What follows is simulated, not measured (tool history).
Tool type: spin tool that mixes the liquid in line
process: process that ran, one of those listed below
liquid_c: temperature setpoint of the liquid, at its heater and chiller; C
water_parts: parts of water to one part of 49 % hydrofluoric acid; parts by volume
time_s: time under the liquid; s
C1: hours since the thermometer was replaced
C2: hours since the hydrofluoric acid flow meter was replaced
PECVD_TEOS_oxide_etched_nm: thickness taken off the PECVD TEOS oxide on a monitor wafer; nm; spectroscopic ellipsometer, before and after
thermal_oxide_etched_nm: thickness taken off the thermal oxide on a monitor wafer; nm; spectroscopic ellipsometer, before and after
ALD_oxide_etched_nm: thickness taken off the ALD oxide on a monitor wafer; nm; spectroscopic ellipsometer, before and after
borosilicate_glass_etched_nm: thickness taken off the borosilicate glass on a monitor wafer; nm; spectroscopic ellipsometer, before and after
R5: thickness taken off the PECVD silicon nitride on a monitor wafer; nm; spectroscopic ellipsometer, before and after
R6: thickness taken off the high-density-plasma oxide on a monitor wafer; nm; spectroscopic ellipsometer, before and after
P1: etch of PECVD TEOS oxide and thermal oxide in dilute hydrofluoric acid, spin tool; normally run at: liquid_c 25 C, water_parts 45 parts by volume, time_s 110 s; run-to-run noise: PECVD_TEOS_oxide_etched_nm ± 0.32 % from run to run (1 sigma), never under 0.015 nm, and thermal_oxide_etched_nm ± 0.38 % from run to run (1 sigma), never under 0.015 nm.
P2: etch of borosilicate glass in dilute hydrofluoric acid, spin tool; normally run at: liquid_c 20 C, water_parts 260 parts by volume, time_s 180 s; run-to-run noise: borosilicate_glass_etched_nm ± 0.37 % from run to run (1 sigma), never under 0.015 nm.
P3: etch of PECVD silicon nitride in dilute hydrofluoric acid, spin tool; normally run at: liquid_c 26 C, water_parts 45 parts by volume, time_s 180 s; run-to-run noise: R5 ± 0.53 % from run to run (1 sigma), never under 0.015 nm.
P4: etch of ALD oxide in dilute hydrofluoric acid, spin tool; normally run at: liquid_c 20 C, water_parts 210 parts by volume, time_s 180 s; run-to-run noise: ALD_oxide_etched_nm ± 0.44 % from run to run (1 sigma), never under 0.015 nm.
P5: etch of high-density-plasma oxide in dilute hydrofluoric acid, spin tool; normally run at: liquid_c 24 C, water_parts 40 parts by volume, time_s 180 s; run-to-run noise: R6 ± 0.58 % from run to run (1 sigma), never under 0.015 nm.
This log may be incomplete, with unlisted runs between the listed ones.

{"run": 1, "day": 0.275, "process": "P1", "liquid_c": 25, "water_parts": 45, "time_s": 110, "C1": 664.5, "C2": 1188.1, "PECVD_TEOS_oxide_etched_nm": 23.41, "thermal_oxide_etched_nm": 12.473}
{"run": 2, "day": 0.412, "process": "P4", "liquid_c": 20, "water_parts": 210, "time_s": 180, "C1": 667.8, "C2": 1191.4, "ALD_oxide_etched_nm": 10.197}
{"run": 3, "day": 0.696, "process": "P2", "liquid_c": 25.5, "water_parts": 260, "time_s": 180, "C1": 674.6, "C2": 1198.2, "borosilicate_glass_etched_nm": 12.899}
{"run": 4, "day": 0.858, "process": "P1", "liquid_c": 25, "water_parts": 45, "time_s": 110, "C1": 678.5, "C2": 1202.1, "PECVD_TEOS_oxide_etched_nm": 23.331, "thermal_oxide_etched_nm": 12.458}
{"run": 5, "day": 1.133, "process": "P4", "liquid_c": 20, "water_parts": 210, "time_s": 15, "C1": 685.1, "C2": 1208.7, "ALD_oxide_etched_nm": 0.84022}
{"run": 6, "day": 1.275, "process": "P4", "liquid_c": 20, "water_parts": 80, "time_s": 180, "C1": 688.5, "C2": 1212.1, "ALD_oxide_etched_nm": 31.099}
{"run": 7, "day": 1.425, "process": "P3", "liquid_c": 26, "water_parts": 45, "time_s": 355, "C1": 692.1, "C2": 1215.7, "R5": 19.866}
{"run": 8, "day": 1.6, "process": "P1", "liquid_c": 30.5, "water_parts": 45, "time_s": 180, "C1": 696.3, "C2": 1219.9, "PECVD_TEOS_oxide_etched_nm": 47.548, "thermal_oxide_etched_nm": 25.291}
{"run": 9, "day": 1.842, "process": "P1", "liquid_c": 25, "water_parts": 45, "time_s": 110, "C1": 702.1, "C2": 1225.7, "PECVD_TEOS_oxide_etched_nm": 23.409, "thermal_oxide_etched_nm": 12.359}
{"run": 10, "day": 2.05, "process": "P1", "liquid_c": 25, "water_parts": 45, "time_s": 35, "C1": 707.1, "C2": 1230.7, "PECVD_TEOS_oxide_etched_nm": 7.4661, "thermal_oxide_etched_nm": 3.9719}
{"run": 11, "day": 2.233, "process": "P5", "liquid_c": 24, "water_parts": 20, "time_s": 180, "C1": 711.5, "C2": 1235.1, "R6": 50.864}
{"run": 12, "day": 2.496, "process": "P5", "liquid_c": 31.5, "water_parts": 40, "time_s": 180, "C1": 717.8, "C2": 1241.4, "R6": 34.162}
{"run": 13, "day": 2.762, "process": "P1", "liquid_c": 30, "water_parts": 45, "time_s": 110, "C1": 724.2, "C2": 1247.8, "PECVD_TEOS_oxide_etched_nm": 28.455, "thermal_oxide_etched_nm": 15.14}
{"run": 14, "day": 3.012, "process": "P5", "liquid_c": 24, "water_parts": 40, "time_s": 180, "C1": 730.2, "C2": 1253.8, "R6": 25.297}
{"run": 15, "day": 3.271, "process": "P3", "liquid_c": 26, "water_parts": 60, "time_s": 180, "C1": 736.4, "C2": 1260, "R5": 7.6482}
{"run": 16, "day": 3.475, "process": "P1", "liquid_c": 25, "water_parts": 20, "time_s": 110, "C1": 741.3, "C2": 1264.9, "PECVD_TEOS_oxide_etched_nm": 54.47, "thermal_oxide_etched_nm": 28.931}
{"run": 17, "day": 3.733, "process": "P2", "liquid_c": 20, "water_parts": 260, "time_s": 180, "C1": 747.5, "C2": 1271.1, "borosilicate_glass_etched_nm": 10.573}
{"run": 18, "day": 3.892, "process": "P2", "liquid_c": 20, "water_parts": 260, "time_s": 15, "C1": 751.3, "C2": 1274.9, "borosilicate_glass_etched_nm": 0.88926}
{"run": 19, "day": 4.062, "process": "P1", "liquid_c": 32.5, "water_parts": 45, "time_s": 50, "C1": 755.4, "C2": 1279, "PECVD_TEOS_oxide_etched_nm": 14.277, "thermal_oxide_etched_nm": 7.6316}
{"run": 20, "day": 4.2, "process": "P4", "liquid_c": 25, "water_parts": 210, "time_s": 180, "C1": 758.7, "C2": 1282.3, "ALD_oxide_etched_nm": 12.437}
{"run": 21, "day": 4.45, "process": "P1", "liquid_c": 25, "water_parts": 45, "time_s": 110, "C1": 764.7, "C2": 1288.3, "PECVD_TEOS_oxide_etched_nm": 23.411, "thermal_oxide_etched_nm": 12.418}
{"run": 22, "day": 4.658, "process": "P3", "liquid_c": 20, "water_parts": 45, "time_s": 180, "C1": 769.7, "C2": 1293.3, "R5": 6.7226}
{"run": 23, "day": 4.9, "process": "P3", "liquid_c": 26, "water_parts": 45, "time_s": 180, "C1": 775.5, "C2": 1299.1, "R5": 10.135}
{"run": 24, "day": 5.1, "process": "P2", "liquid_c": 20, "water_parts": 95, "time_s": 180, "C1": 780.3, "C2": 1303.9, "borosilicate_glass_etched_nm": 34.327}

Forecast run 25:
{"run": 25, "day": 5.292, "process": "P1", "liquid_c": 25, "water_parts": 45, "time_s": 110, "C1": 784.9, "C2": 1308.5, "PECVD_TEOS_oxide_etched_nm": "?", "thermal_oxide_etched_nm": "?"}

PECVD_TEOS_oxide_etched_nm: 23.331 nm
thermal_oxide_etched_nm: 12.436 nm
